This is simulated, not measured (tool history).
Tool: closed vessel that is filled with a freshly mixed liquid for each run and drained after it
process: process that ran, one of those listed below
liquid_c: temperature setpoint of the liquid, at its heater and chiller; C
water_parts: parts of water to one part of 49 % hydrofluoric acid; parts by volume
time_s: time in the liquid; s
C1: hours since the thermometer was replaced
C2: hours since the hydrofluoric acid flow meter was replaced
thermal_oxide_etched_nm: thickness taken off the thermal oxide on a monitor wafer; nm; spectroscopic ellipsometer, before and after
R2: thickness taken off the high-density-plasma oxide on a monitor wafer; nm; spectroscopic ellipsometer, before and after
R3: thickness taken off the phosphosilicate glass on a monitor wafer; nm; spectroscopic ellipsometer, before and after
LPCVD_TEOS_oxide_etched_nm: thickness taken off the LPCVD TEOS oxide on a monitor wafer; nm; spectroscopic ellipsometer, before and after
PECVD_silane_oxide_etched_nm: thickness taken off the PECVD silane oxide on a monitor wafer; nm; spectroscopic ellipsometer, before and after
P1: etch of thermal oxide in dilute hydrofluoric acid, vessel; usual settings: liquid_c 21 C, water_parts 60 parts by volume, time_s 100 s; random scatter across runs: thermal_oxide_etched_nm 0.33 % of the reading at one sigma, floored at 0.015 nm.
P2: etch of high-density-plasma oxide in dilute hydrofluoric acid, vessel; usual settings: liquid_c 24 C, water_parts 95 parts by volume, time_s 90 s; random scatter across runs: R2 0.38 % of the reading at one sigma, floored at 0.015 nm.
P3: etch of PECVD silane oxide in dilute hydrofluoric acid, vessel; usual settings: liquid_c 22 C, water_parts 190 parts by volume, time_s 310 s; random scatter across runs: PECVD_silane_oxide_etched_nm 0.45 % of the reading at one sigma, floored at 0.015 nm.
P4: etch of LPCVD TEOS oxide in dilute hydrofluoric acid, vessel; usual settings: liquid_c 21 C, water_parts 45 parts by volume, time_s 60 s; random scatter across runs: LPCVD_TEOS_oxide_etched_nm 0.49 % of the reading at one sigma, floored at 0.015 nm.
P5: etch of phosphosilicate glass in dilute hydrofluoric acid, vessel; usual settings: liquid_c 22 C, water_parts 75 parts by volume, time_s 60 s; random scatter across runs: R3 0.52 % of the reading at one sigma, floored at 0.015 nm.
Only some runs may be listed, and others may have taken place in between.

Run 1, hour 6.6: process P1, liquid_c 21 C, water_parts 60 parts by volume, time_s 100 s; C1 259.8; C2 1405.9. Result: thermal_oxide_etched_nm 7.4394 nm.
Run 2, hour 14.6: process P2, liquid_c 24 C, water_parts 95 parts by volume, time_s 90 s; C1 267.8; C2 1413.9. Result: R2 7.5668 nm.
Run 3, hour 21: process P1, liquid_c 21 C, water_parts 60 parts by volume, time_s 160 s; C1 274.2; C2 1420.3. Result: thermal_oxide_etched_nm 11.829 nm.
Run 4, hour 27.8: process P1, liquid_c 17 C, water_parts 60 parts by volume, time_s 100 s; C1 281; C2 1427.1. Result: thermal_oxide_etched_nm 6.2122 nm.
Run 5, hour 31.7: process P5, liquid_c 22 C, water_parts 135 parts by volume, time_s 60 s; C1 284.9; C2 1431. Result: R3 23.159 nm.
Run 6, hour 37.1: process P1, liquid_c 21 C, water_parts 60 parts by volume, time_s 100 s; C1 290.3; C2 1436.4. Result: thermal_oxide_etched_nm 7.3694 nm.
Run 7, hour 44.8: process P4, liquid_c 21 C, water_parts 25 parts by volume, time_s 60 s; C1 298; C2 1444.1. Result: LPCVD_TEOS_oxide_etched_nm 92.46 nm.
Run 8, hour 51: process P3, liquid_c 29.5 C, water_parts 190 parts by volume, time_s 310 s; C1 304.2; C2 1450.3. Result: PECVD_silane_oxide_etched_nm 64.139 nm.
Run 9, hour 54.7: process P1, liquid_c 21 C, water_parts 90 parts by volume, time_s 100 s; C1 307.9; C2 1454. Result: thermal_oxide_etched_nm 4.7937 nm.
Run 10, hour 58.7: process P1, liquid_c 21 C, water_parts 60 parts by volume, time_s 100 s; C1 311.9; C2 1458. Result: thermal_oxide_etched_nm 7.3354 nm.
Run 11, hour 63.4: process P1, liquid_c 21 C, water_parts 60 parts by volume, time_s 30 s; C1 316.6; C2 1462.7. Result: thermal_oxide_etched_nm 2.2243 nm.
Run 12, hour 67.4: process P1, liquid_c 21 C, water_parts 30 parts by volume, time_s 100 s; C1 320.6; C2 1466.7. Result: thermal_oxide_etched_nm 15.367 nm.
Run 13, hour 71.1: process P3, liquid_c 22 C, water_parts 190 parts by volume, time_s 475 s; C1 324.3; C2 1470.4. Result: PECVD_silane_oxide_etched_nm 74.162 nm.
Run 14, hour 78.4: process P1, liquid_c 21 C, water_parts 60 parts by volume, time_s 100 s; C1 331.6; C2 1477.7. Result: thermal_oxide_etched_nm 7.4022 nm.
Run 15, hour 83.6: process P3, liquid_c 22 C, water_parts 190 parts by volume, time_s 310 s; C1 336.8; C2 1482.9. Result: PECVD_silane_oxide_etched_nm 48.844 nm.
Run 16, hour 88.6: process P5, liquid_c 18 C, water_parts 75 parts by volume, time_s 60 s; C1 341.8; C2 1487.9. Result: R3 37.603 nm.
Run 17, hour 94.6: process P4, liquid_c 28 C, water_parts 45 parts by volume, time_s 60 s; C1 347.8; C2 1493.9. Result: LPCVD_TEOS_oxide_etched_nm 66.425 nm.
Run 18, hour 99.3: process P4, liquid_c 21 C, water_parts 45 parts by volume, time_s 60 s; C1 352.5; C2 1498.6. Result: LPCVD_TEOS_oxide_etched_nm 50.126 nm.
Run 19, hour 104.4: process P5, liquid_c 22 C, water_parts 75 parts by volume, time_s 30 s; C1 357.6; C2 1503.7. Result: R3 22.225 nm.
Run 20, hour 110.4: process P3, liquid_c 22 C, water_parts 190 parts by volume, time_s 310 s; C1 363.6; C2 1509.7. Result: PECVD_silane_oxide_etched_nm 49.051 nm.
Run 21, hour 118.5: process P1, liquid_c 17.5 C, water_parts 85 parts by volume, time_s 100 s; C1 371.7; C2 1517.8. Result: thermal_oxide_etched_nm 4.3848 nm.
Run 22, hour 123.9: process P1, liquid_c 17 C, water_parts 60 parts by volume, time_s 170 s; C1 377.1; C2 1523.2. Result: thermal_oxide_etched_nm 10.603 nm.
Run 23, hour 131.8: process P5, liquid_c 22 C, water_parts 75 parts by volume, time_s 60 s; C1 385; C2 1531.1. Result: R3 44.587 nm.
Run 24, hour 137.8: process P2, liquid_c 24 C, water_parts 95 parts by volume, time_s 90 s; C1 391; C2 1537.1. Result: R2 7.5562 nm.
Run 25, hour 143: process P1, liquid_c 21 C, water_parts 60 parts by volume, time_s 100 s; C1 396.2; C2 1542.3. Result: thermal_oxide_etched_nm 7.3791 nm.
Run 26, hour 147.9: process P4, liquid_c 21 C, water_parts 45 parts by volume, time_s 115 s; C1 401.1; C2 1547.2. Result: LPCVD_TEOS_oxide_etched_nm 96.503 nm.
Run 27, hour 153.5: process P2, liquid_c 17 C, water_parts 95 parts by volume, time_s 90 s; C1 406.7; C2 1552.8. Result: R2 5.6554 nm.
Run 28, hour 158.3: process P2, liquid_c 24 C, water_parts 95 parts by volume, time_s 135 s; C1 411.5; C2 1557.6. Result: R2 11.39 nm.
Run 29, hour 165.3: process P1, liquid_c 25 C, water_parts 60 parts by volume, time_s 100 s; C1 418.5; C2 1564.6. Result: thermal_oxide_etched_nm 8.6923 nm.
Run 30, hour 173.5: process P4, liquid_c 21 C, water_parts 45 parts by volume, time_s 60 s; C1 426.7; C2 1572.8. Result: LPCVD_TEOS_oxide_etched_nm 50.496 nm.
Run 31, hour 179.5: process P3, liquid_c 22 C, water_parts 285 parts by volume, time_s 310 s; C1 432.7; C2 1578.8. Result: PECVD_silane_oxide_etched_nm 29.778 nm.
Run 32, hour 184.6: process P2, liquid_c 24 C, water_parts 20 parts by volume, time_s 90 s; C1 437.8; C2 1583.9. Result: R2 39.775 nm.
Run 33, hour 193: process P1, liquid_c 21 C, water_parts 60 parts by volume, time_s 100 s; C1 446.2; C2 1592.3. Result: thermal_oxide_etched_nm 7.4128 nm.
Run 34, hour 199.7: process P1, liquid_c 21 C, water_parts 60 parts by volume, time_s 100 s; C1 452.9; C2 1599. Result: thermal_oxide_etched_nm 7.0543 nm.
Run 35, hour 206.2: process P1, liquid_c 21 C, water_parts 60 parts by volume, time_s 100 s; C1 459.4; C2 1605.5. Result: thermal_oxide_etched_nm 6.9246 nm.
Run 36, hour 211.4: process P1, liquid_c 21 C, water_parts 60 parts by volume, time_s 100 s; C1 464.6; C2 1610.7. Result: thermal_oxide_etched_nm 6.918 nm.
Run 37, hour 215.5: process P1, liquid_c 21 C, water_parts 60 parts by volume, time_s 100 s; C1 468.7; C2 1614.8. Result: thermal_oxide_etched_nm 6.8337 nm.
Run 38, hour 219.5: process P1, liquid_c 21 C, water_parts 60 parts by volume, time_s 100 s; C1 472.7; C2 1618.8. Result: thermal_oxide_etched_nm 6.8168 nm.
Run 39, hour 223.9: process P1, liquid_c 21 C, water_parts 60 parts by volume, time_s 100 s; C1 477.1; C2 1623.2. Result: thermal_oxide_etched_nm 6.8244 nm.
Run 40, hour 229.1: process P1, liquid_c 21 C, water_parts 60 parts by volume, time_s 100 s; C1 482.3; C2 1628.4. Result: thermal_oxide_etched_nm 6.7909 nm.

What P1 gives has crept off from where it sat before. The 2 causes that follow fit the log equally well, each at the size noted:
A: liquid colder than its thermometer reads (K) = 1.98
B: hydrofluoric acid flow below the setpoint (%) = 7.44
The creep began at about hour 193.

Consider the 4 single-wafer check runs listed below, results given as question marks: which one distinguishes between the causes by giving clearly different results for each?
Run check 1, hour 234.3: process P3, liquid_c 28.5 C, water_parts 275 parts by volume, time_s 310 s. Result: PECVD_silane_oxide_etched_nm ?.
Run check 2, hour 234.3: process P4, liquid_c 25 C, water_parts 45 parts by volume, time_s 110 s. Result: LPCVD_TEOS_oxide_etched_nm ?.
Run check 3, hour 234.3: process P2, liquid_c 20.5 C, water_parts 95 parts by volume, time_s 90 s. Result: R2 ?.
Run check 4, hour 234.3: process P5, liquid_c 22 C, water_parts 120 parts by volume, time_s 60 s. Result: R3 ?.

What each check would give under each cause:
  check                        result    if A    if B
check 1  PECVD_silane_oxide_etched_nm  36.243   35.02
check 2    LPCVD_TEOS_oxide_etched_nm  100.28  100.23
check 3                            R2  6.0565   6.032
check 4                            R3  24.468  24.256
How far apart the two closest causes lie, in the result that separates them most: check 1 3.43 %; check 2 0.05 %; check 3 0.41 %; check 4 0.87 %
The other checks would show nearly matching results whichever cause is true, so check 1 is the only one that separates the causes.

Running check 1 produced the following: PECVD_silane_oxide_etched_nm 35.174 nm. Which one of the listed causes fits?

B is the cause: hydrofluoric acid flow below the setpoint (%).
